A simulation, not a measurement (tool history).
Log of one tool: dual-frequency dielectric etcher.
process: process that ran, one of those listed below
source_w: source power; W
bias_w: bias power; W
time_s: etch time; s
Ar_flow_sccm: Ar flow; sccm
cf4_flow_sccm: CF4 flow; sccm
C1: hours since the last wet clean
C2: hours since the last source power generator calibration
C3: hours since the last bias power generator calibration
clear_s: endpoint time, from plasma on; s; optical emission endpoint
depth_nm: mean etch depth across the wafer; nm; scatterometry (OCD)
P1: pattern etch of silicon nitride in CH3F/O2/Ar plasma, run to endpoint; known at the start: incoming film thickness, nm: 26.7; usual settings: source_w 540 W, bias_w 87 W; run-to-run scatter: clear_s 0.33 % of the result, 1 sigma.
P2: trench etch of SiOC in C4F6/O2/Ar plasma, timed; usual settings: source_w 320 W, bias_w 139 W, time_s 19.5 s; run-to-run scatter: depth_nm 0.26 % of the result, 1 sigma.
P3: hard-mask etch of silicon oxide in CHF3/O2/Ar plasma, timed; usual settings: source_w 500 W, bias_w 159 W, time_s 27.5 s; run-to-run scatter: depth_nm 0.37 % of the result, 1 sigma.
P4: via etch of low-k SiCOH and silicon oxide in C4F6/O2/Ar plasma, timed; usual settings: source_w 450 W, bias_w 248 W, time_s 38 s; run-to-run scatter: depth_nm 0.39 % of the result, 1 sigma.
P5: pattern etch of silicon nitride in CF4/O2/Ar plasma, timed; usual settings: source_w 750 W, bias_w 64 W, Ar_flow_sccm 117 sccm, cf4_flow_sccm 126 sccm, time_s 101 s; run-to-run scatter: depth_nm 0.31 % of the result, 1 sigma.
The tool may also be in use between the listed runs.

run 1 day=0.554 | process=P1 source_w=540 bias_w=87 | C1=320.2 C2=927 C3=1250.6 | clear_s=32.211
run 2 day=1 | process=P2 source_w=320 bias_w=139 time_s=27 | C1=330.9 C2=937.7 C3=1261.3 | depth_nm=46.919
run 3 day=1.667 | process=P5 source_w=750 bias_w=64 time_s=101 Ar_flow_sccm=117 cf4_flow_sccm=126 | C1=346.9 C2=953.7 C3=1277.3 | depth_nm=306.66
run 4 day=2.092 | process=P1 source_w=540 bias_w=87 | C1=357.1 C2=963.9 C3=1287.5 | clear_s=32.024
run 5 day=2.704 | process=P1 source_w=540 bias_w=87 | C1=371.8 C2=978.6 C3=1302.2 | clear_s=32.104
run 6 day=3.092 | process=P5 source_w=750 bias_w=64 time_s=101 Ar_flow_sccm=117 cf4_flow_sccm=158 | C1=381.1 C2=987.9 C3=1311.5 | depth_nm=313.83
run 7 day=3.558 | process=P5 source_w=1000 bias_w=64 time_s=101 Ar_flow_sccm=117 cf4_flow_sccm=126 | C1=392.3 C2=999.1 C3=1322.7 | depth_nm=394.24
-- day=3.95 bias power generator calibrated
run 8 day=4.279 | process=P3 source_w=500 bias_w=159 time_s=27.5 | C1=409.6 C2=1016.4 C3=8 | depth_nm=48.909
run 9 day=4.612 | process=P4 source_w=450 bias_w=248 time_s=38 | C1=417.6 C2=1024.4 C3=16 | depth_nm=103.72
run 10 day=5.183 | process=P2 source_w=320 bias_w=139 time_s=19.5 | C1=431.3 C2=1038.1 C3=29.7 | depth_nm=33.815
run 11 day=5.825 | process=P1 source_w=540 bias_w=51 | C1=446.7 C2=1053.5 C3=45.1 | clear_s=38.429
run 12 day=6.283 | process=P1 source_w=540 bias_w=120 | C1=457.7 C2=1064.5 C3=56.1 | clear_s=28.808
run 13 day=6.796 | process=P2 source_w=320 bias_w=106 time_s=19.5 | C1=470 C2=1076.8 C3=68.4 | depth_nm=31.134
run 14 day=7.3 | process=P3 source_w=500 bias_w=113 time_s=27.5 | C1=482.1 C2=1088.9 C3=80.5 | depth_nm=43.835
run 15 day=7.888 | process=P5 source_w=750 bias_w=64 time_s=101 Ar_flow_sccm=70 cf4_flow_sccm=126 | C1=496.2 C2=1103 C3=94.6 | depth_nm=323.84
run 16 day=8.346 | process=P5 source_w=750 bias_w=84 time_s=101 Ar_flow_sccm=117 cf4_flow_sccm=126 | C1=507.2 C2=1114 C3=105.6 | depth_nm=339.22
run 17 day=9.008 | process=P3 source_w=500 bias_w=159 time_s=20 | C1=523.1 C2=1129.9 C3=121.5 | depth_nm=35.555
run 18 day=9.575 | process=P3 source_w=680 bias_w=159 time_s=27.5 | C1=536.7 C2=1143.5 C3=135.1 | depth_nm=54.749
run 19 day=10.192 | process=P4 source_w=530 bias_w=248 time_s=38 | C1=551.5 C2=1158.3 C3=149.9 | depth_nm=111.2
run 20 day=10.529 | process=P1 source_w=540 bias_w=87 | C1=559.6 C2=1166.4 C3=158 | clear_s=32.354
run 21 day=10.946 | process=P5 source_w=750 bias_w=64 time_s=101 Ar_flow_sccm=117 cf4_flow_sccm=126 | C1=569.6 C2=1176.4 C3=168 | depth_nm=306.89
run 22 day=11.612 | process=P1 source_w=730 bias_w=63 | C1=585.6 C2=1192.4 C3=184 | clear_s=32.046
run 23 day=12.2 | process=P1 source_w=760 bias_w=87 | C1=599.7 C2=1206.5 C3=198.1 | clear_s=28.439
run 24 day=12.775 | process=P3 source_w=500 bias_w=159 time_s=27.5 | C1=613.5 C2=1220.3 C3=211.9 | depth_nm=48.688
run 25 day=13.196 | process=P1 source_w=540 bias_w=87 | C1=623.6 C2=1230.4 C3=222 | clear_s=32.407
run 26 day=13.75 | process=P5 source_w=750 bias_w=64 time_s=133 Ar_flow_sccm=117 cf4_flow_sccm=126 | C1=636.9 C2=1243.7 C3=235.3 | depth_nm=403.52
run 27 day=14.442 | process=P4 source_w=450 bias_w=248 time_s=38 | C1=653.5 C2=1260.3 C3=251.9 | depth_nm=104.6
run 28 day=14.879 | process=P4 source_w=450 bias_w=248 time_s=57 | C1=664 C2=1270.8 C3=262.4 | depth_nm=156.8
run 29 day=15.521 | process=P1 source_w=540 bias_w=87 | C1=679.4 C2=1286.2 C3=277.8 | clear_s=32.519
run 30 day=16.062 | process=P4 source_w=450 bias_w=149 time_s=38 | C1=692.4 C2=1299.2 C3=290.8 | depth_nm=88.128
run 31 day=16.538 | process=P1 source_w=400 bias_w=87 | C1=703.8 C2=1310.6 C3=302.2 | clear_s=36.103
run 32 day=17.108 | process=P1 source_w=320 bias_w=104 | C1=717.5 C2=1324.3 C3=315.9 | clear_s=36.91
run 33 day=17.783 | process=P2 source_w=320 bias_w=139 time_s=19.5 | C1=733.7 C2=1340.5 C3=332.1 | depth_nm=33.856
run 34 day=18.55 | process=P2 source_w=240 bias_w=139 time_s=19.5 | C1=752.1 C2=1358.9 C3=350.5 | depth_nm=30.309
run 35 day=18.888 | process=P1 source_w=540 bias_w=87 | C1=760.2 C2=1367 C3=358.6 | clear_s=31.988
run 36 day=19.538 | process=P1 source_w=540 bias_w=87 | C1=775.8 C2=1382.6 C3=374.2 | clear_s=32.431
run 37 day=20.25 | process=P1 source_w=540 bias_w=87 | C1=792.9 C2=1399.7 C3=391.3 | clear_s=32.767
run 38 day=20.825 | process=P1 source_w=540 bias_w=87 | C1=806.7 C2=1413.5 C3=405.1 | clear_s=32.647
run 39 day=21.592 | process=P1 source_w=540 bias_w=87 | C1=825.1 C2=1431.9 C3=423.5 | clear_s=32.593
run 40 day=22.029 | process=P1 source_w=540 bias_w=87 | C1=835.6 C2=1442.4 C3=434 | clear_s=32.622
run 41 day=22.779 | process=P1 source_w=540 bias_w=87 | C1=853.6 C2=1460.4 C3=452 | clear_s=32.712
-- day=23.042 wet clean of the chamber
run 42 day=23.246 | process=P1 source_w=540 bias_w=87 | C1=5 C2=1471.6 C3=463.2 | clear_s=32.806
run 43 day=23.608 | process=P1 source_w=540 bias_w=87 | C1=13.7 C2=1480.3 C3=471.9 | clear_s=32.657
run 44 day=23.954 | process=P1 source_w=540 bias_w=87 | C1=22 C2=1488.6 C3=480.2 | clear_s=32.704
run 45 day=24.688 | process=P1 source_w=540 bias_w=87 | C1=39.6 C2=1506.2 C3=497.8 | clear_s=32.85

What P1 gives has crept away from where it was. These 2 causes fit the log equally well, each at the size given:
A: bias power that arrives under what is set, % = 4.67
B: source power that arrives under what is set, % = 4.31
The creep began at about day 18.888.
Why every other cause is out:
chamber walls in a state that lowers the etch rate, %: serviced at day 23.042, which brought nothing back

4 check runs are offered, each on 2 wafers whose results are averaged, their results left as question marks. Which one tells the causes apart?
run check 1 day=25.421 | process=P2 source_w=270 bias_w=139 time_s=19.5 | depth_nm=?
run check 2 day=25.421 | process=P4 source_w=450 bias_w=169 time_s=38 | depth_nm=?
run check 3 day=25.421 | process=P5 source_w=900 bias_w=64 time_s=101 Ar_flow_sccm=117 cf4_flow_sccm=126 | depth_nm=?
run check 4 day=25.421 | process=P3 source_w=670 bias_w=117 time_s=27.5 | depth_nm=?

What each check would give under each cause:
check=check_1 result=depth_nm if_A=31.198 if_B=31.117
check=check_2 result=depth_nm if_A=90.483 if_B=90.25
check=check_3 result=depth_nm if_A=352.72 if_B=345.53
check=check_4 result=depth_nm if_A=48.94 if_B=48.795
How far apart the two closest causes lie, in the result that separates them most: check 1 0.26 %; check 2 0.26 %; check 3 2.06 %; check 4 0.3 %
Check 3 tells the causes apart: in the others they would give nearly the same result.

Then check 3 was run and gave: depth_nm 345.75 nm. Which cause is it?

It is B: source power that arrives under what is set, %.
